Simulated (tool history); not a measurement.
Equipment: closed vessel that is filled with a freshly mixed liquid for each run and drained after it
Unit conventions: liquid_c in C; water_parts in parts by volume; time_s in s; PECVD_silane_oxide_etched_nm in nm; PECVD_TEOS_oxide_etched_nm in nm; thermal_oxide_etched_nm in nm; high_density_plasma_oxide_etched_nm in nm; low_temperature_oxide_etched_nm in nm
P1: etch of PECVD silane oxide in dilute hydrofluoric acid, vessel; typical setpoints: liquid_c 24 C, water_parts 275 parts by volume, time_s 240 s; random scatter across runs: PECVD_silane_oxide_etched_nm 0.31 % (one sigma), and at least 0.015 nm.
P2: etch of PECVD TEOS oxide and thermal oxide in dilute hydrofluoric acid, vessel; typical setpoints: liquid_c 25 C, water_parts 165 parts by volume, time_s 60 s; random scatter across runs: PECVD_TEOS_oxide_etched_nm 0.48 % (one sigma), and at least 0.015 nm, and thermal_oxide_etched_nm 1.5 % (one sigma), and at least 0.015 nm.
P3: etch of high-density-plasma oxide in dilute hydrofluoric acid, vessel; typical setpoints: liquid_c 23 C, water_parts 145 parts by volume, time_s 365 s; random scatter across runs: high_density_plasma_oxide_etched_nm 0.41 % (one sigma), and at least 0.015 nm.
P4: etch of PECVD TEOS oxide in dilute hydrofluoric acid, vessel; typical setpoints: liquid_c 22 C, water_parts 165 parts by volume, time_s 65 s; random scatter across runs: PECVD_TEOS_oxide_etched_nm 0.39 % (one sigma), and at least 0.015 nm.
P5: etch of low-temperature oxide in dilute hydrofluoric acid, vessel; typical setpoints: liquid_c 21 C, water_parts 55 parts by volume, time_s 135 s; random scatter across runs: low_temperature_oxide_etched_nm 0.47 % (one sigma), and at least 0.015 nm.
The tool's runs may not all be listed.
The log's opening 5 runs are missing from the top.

run,day,process,liquid_c,water_parts,time_s,PECVD_silane_oxide_etched_nm,PECVD_TEOS_oxide_etched_nm,thermal_oxide_etched_nm,high_density_plasma_oxide_etched_nm,low_temperature_oxide_etched_nm
6,1.754,P2,25,165,60,,6.3388,1.7254,,
7,2.229,P1,24,275,240,17.26,,,,
8,2.508,P1,24,55,240,110.66,,,,
9,2.8,P3,23,145,365,,,,11.645,
10,3.125,P1,24,275,120,8.6081,,,,
11,3.462,P3,23,145,725,,,,23.289,
12,3.825,P3,23,145,365,,,,11.651,
13,4.312,P1,17,275,240,13.302,,,,
14,4.538,P4,22,165,65,,8.3298,,,
15,5.025,P5,26.5,55,135,,,,,35.144
16,5.254,P4,22,165,65,,8.2993,,,
17,5.721,P4,30,165,65,,11.194,,,
18,5.971,P2,33,165,60,,8.4127,2.2777,,
19,6.221,P2,25,165,115,,12.04,3.2298,,
20,6.662,P3,30.5,145,365,,,,15.443,
21,6.967,P1,24,490,240,7.9945,,,,
22,7.233,P4,22,260,65,,4.8066,,,

Run 23, settings as shown, results not yet in. Your forecast:
23,7.671,P1,24,275,475,?,,,,

For run 23 the tool returned PECVD_silane_oxide_etched_nm 34.125 nm.

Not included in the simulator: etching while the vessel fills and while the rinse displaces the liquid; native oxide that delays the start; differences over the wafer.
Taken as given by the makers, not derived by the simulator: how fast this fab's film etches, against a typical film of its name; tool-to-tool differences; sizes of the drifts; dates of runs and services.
